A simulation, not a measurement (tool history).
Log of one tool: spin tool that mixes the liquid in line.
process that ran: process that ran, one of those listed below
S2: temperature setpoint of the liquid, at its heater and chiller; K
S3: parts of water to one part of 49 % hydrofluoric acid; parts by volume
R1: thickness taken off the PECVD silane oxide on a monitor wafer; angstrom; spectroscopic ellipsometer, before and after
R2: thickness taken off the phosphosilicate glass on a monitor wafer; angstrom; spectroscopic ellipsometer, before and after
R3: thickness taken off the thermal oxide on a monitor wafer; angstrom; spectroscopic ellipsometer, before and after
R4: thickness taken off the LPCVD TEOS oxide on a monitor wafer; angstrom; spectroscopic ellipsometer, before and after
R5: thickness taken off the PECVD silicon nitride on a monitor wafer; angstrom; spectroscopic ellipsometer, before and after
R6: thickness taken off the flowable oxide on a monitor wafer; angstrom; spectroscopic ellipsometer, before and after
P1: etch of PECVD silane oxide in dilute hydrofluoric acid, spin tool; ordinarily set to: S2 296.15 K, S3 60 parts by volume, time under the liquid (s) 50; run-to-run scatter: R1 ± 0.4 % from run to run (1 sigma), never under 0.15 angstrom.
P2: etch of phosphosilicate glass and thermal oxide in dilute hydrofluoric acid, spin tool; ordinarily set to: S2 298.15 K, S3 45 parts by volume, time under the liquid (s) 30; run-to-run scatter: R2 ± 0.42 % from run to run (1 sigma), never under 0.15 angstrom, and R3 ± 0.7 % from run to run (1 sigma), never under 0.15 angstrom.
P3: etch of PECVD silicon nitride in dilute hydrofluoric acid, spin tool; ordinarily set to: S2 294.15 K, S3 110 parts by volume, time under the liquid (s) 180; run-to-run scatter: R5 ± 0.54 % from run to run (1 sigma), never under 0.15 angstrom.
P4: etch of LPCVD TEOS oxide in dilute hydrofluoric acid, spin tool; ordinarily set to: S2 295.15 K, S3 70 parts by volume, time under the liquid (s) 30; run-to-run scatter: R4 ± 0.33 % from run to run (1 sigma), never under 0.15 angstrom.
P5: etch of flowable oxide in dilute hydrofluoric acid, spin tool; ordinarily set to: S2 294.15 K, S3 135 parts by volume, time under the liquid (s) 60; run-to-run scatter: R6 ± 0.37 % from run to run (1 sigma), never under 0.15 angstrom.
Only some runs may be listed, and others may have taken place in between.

run 1 hour=14.6 | process_that_ran=P1 S2=296.15 S3=60 time_under_the_liquid_(s)=50 | R1=237.26
run 2 hour=33.2 | process_that_ran=P2 S2=298.15 S3=45 time_under_the_liquid_(s)=15 | R2=325.55 R3=17.648
run 3 hour=45.1 | process_that_ran=P1 S2=296.15 S3=60 time_under_the_liquid_(s)=50 | R1=235.21
run 4 hour=63 | process_that_ran=P1 S2=291.15 S3=60 time_under_the_liquid_(s)=50 | R1=190.54
run 5 hour=82.3 | process_that_ran=P4 S2=295.15 S3=70 time_under_the_liquid_(s)=30 | R4=169.58
run 6 hour=99.4 | process_that_ran=P3 S2=294.15 S3=200 time_under_the_liquid_(s)=180 | R5=37.026
run 7 hour=109.1 | process_that_ran=P1 S2=303.65 S3=20 time_under_the_liquid_(s)=50 | R1=1023.4
run 8 hour=125.1 | process_that_ran=P2 S2=290.15 S3=45 time_under_the_liquid_(s)=30 | R2=464.88 R3=24.932
run 9 hour=139.6 | process_that_ran=P2 S2=298.15 S3=45 time_under_the_liquid_(s)=30 | R2=648.13 R3=34.054
run 10 hour=152.1 | process_that_ran=P1 S2=292.15 S3=105 time_under_the_liquid_(s)=50 | R1=108.36
run 11 hour=169.6 | process_that_ran=P1 S2=296.15 S3=60 time_under_the_liquid_(s)=50 | R1=237.42
run 12 hour=185.8 | process_that_ran=P4 S2=295.15 S3=35 time_under_the_liquid_(s)=30 | R4=353.78
run 13 hour=197.3 | process_that_ran=P5 S2=294.15 S3=135 time_under_the_liquid_(s)=60 | R6=121.04
run 14 hour=212 | process_that_ran=P1 S2=296.15 S3=35 time_under_the_liquid_(s)=90 | R1=752.4
run 15 hour=226.4 | process_that_ran=P1 S2=296.15 S3=95 time_under_the_liquid_(s)=50 | R1=143.06
run 16 hour=235.4 | process_that_ran=P3 S2=294.15 S3=110 time_under_the_liquid_(s)=320 | R5=118.9
-- hour=244.9 hydrofluoric acid flow meter replaced
run 17 hour=253.6 | process_that_ran=P2 S2=298.15 S3=20 time_under_the_liquid_(s)=30 | R2=1521.3 R3=79.781
run 18 hour=265 | process_that_ran=P5 S2=294.15 S3=20 time_under_the_liquid_(s)=60 | R6=935.35
run 19 hour=284.2 | process_that_ran=P3 S2=294.15 S3=110 time_under_the_liquid_(s)=180 | R5=66.953
run 20 hour=297.5 | process_that_ran=P4 S2=295.15 S3=70 time_under_the_liquid_(s)=30 | R4=168.72
run 21 hour=314.4 | process_that_ran=P1 S2=296.15 S3=40 time_under_the_liquid_(s)=50 | R1=364.39
run 22 hour=332 | process_that_ran=P1 S2=296.15 S3=60 time_under_the_liquid_(s)=50 | R1=236.89
run 23 hour=350.5 | process_that_ran=P1 S2=296.15 S3=60 time_under_the_liquid_(s)=15 | R1=71.464
run 24 hour=366.7 | process_that_ran=P1 S2=296.15 S3=60 time_under_the_liquid_(s)=50 | R1=237.91
run 25 hour=384.2 | process_that_ran=P5 S2=294.15 S3=135 time_under_the_liquid_(s)=15 | R6=30.386
run 26 hour=402.9 | process_that_ran=P1 S2=296.15 S3=60 time_under_the_liquid_(s)=95 | R1=451.28

Run 27, settings as shown, results not yet in. Your forecast:
run 27 hour=414.7 | process_that_ran=P4 S2=303.65 S3=70 time_under_the_liquid_(s)=30 | R4=?

{"run 27": {"R4": 236.98}}
